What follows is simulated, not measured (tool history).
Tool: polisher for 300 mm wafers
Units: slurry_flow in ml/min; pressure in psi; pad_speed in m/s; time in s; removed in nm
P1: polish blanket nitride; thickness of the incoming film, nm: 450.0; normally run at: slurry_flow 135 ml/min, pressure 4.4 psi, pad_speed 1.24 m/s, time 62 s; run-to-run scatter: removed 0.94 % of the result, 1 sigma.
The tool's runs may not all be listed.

run,hour,slurry_flow,pressure,pad_speed,time,wafers polished on this pad,hours since the slurry nozzle was cleaned,hours since the head pressure was calibrated,removed
1,6.5,135,4.4,1.24,62,357,237.7,225,177.45
2,10,135,4.4,1.24,62,397,241.2,228.5,176.33
3,13.6,135,4.4,1.24,96,438,244.8,232.1,275.68
4,19.9,190,4.4,1.24,62,509,251.1,238.4,186.23
5,25.7,135,4.4,1.92,62,575,256.9,244.2,251.08
6,33.3,80,4.4,1.24,62,661,264.5,251.8,156.28
7,37.8,135,4.4,1.24,62,711,269,256.3,176.21
8,43,135,4.4,0.74,62,770,274.2,261.5,117.13
9,49.1,135,6.6,0.84,62,839,280.3,267.6,193.36
10,52.5,135,4.4,1.24,62,878,283.7,271,176.09
11,59.7,100,3.4,1.24,62,959,290.9,278.2,129.29
12,66.2,135,2,1.24,62,1033,297.4,284.7,80.142
13,73.8,135,4.4,1.24,41,1119,305,292.3,116.26
14,77.1,135,6.8,1.24,62,1156,308.3,295.6,272.13
15,81.5,135,4.4,0.92,33,1206,312.7,300,72.31
16,88.9,135,4.4,1.24,62,1289,320.1,307.4,175.02
17,96.2,135,4.4,1.24,62,1372,327.4,314.7,167.5
18,102.2,135,4.4,1.24,62,1440,333.4,320.7,165.12
19,109.4,135,4.4,1.24,62,1521,340.6,327.9,165.77

Run 20 comes next. What will it give?
20,114.2,135,4.4,1.24,62,1575,345.4,332.7,?

{"run 20": {"removed": 165.06}}
